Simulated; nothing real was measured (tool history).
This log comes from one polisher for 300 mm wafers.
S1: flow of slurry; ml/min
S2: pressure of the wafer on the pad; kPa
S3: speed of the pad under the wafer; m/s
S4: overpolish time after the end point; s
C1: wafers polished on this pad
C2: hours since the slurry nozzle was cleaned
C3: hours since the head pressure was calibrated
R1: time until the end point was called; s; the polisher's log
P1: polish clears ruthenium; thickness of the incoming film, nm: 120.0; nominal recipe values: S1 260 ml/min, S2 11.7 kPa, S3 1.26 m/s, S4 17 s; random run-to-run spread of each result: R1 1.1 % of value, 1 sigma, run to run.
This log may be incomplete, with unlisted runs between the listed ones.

run,hour,S1,S2,S3,S4,C1,C2,C3,R1
1,3.5,260,11.7,1.26,17,781,527.6,734.7,100.890
2,5.6,330,11.7,1.94,17,802,529.7,736.8,64.317
3,8.6,260,11.7,0.82,17,832,532.7,739.8,155.470
4,12.6,260,11.7,1.26,6,873,536.7,743.8,101.090
5,15.2,260,11.7,1.26,28,899,539.3,746.4,101.120
6,18.6,260,11.7,1.72,17,933,542.7,749.8,74.634
7,22.6,260,11.7,1.26,17,974,546.7,753.8,102.740
8,26.1,260,11.7,1.26,17,1009,550.2,757.3,102.860
9,28.3,260,11.7,1.26,17,1031,552.4,759.5,102.460
10,30.8,260,18.6,1.26,17,1057,554.9,762.0,64.907
11,32.9,330,11.7,1.26,17,1078,557.0,764.1,98.943
12,36.2,260,5.5,1.26,17,1111,560.3,767.4,211.170
13,40.6,260,11.7,1.26,17,1156,564.7,771.8,101.730
14,43.0,155,11.7,1.26,17,1180,567.1,774.2,109.620

The next listed run, before its measurement:
15,46.5,260,11.7,1.26,17,1215,570.6,777.7,?

R1: 102.880 s

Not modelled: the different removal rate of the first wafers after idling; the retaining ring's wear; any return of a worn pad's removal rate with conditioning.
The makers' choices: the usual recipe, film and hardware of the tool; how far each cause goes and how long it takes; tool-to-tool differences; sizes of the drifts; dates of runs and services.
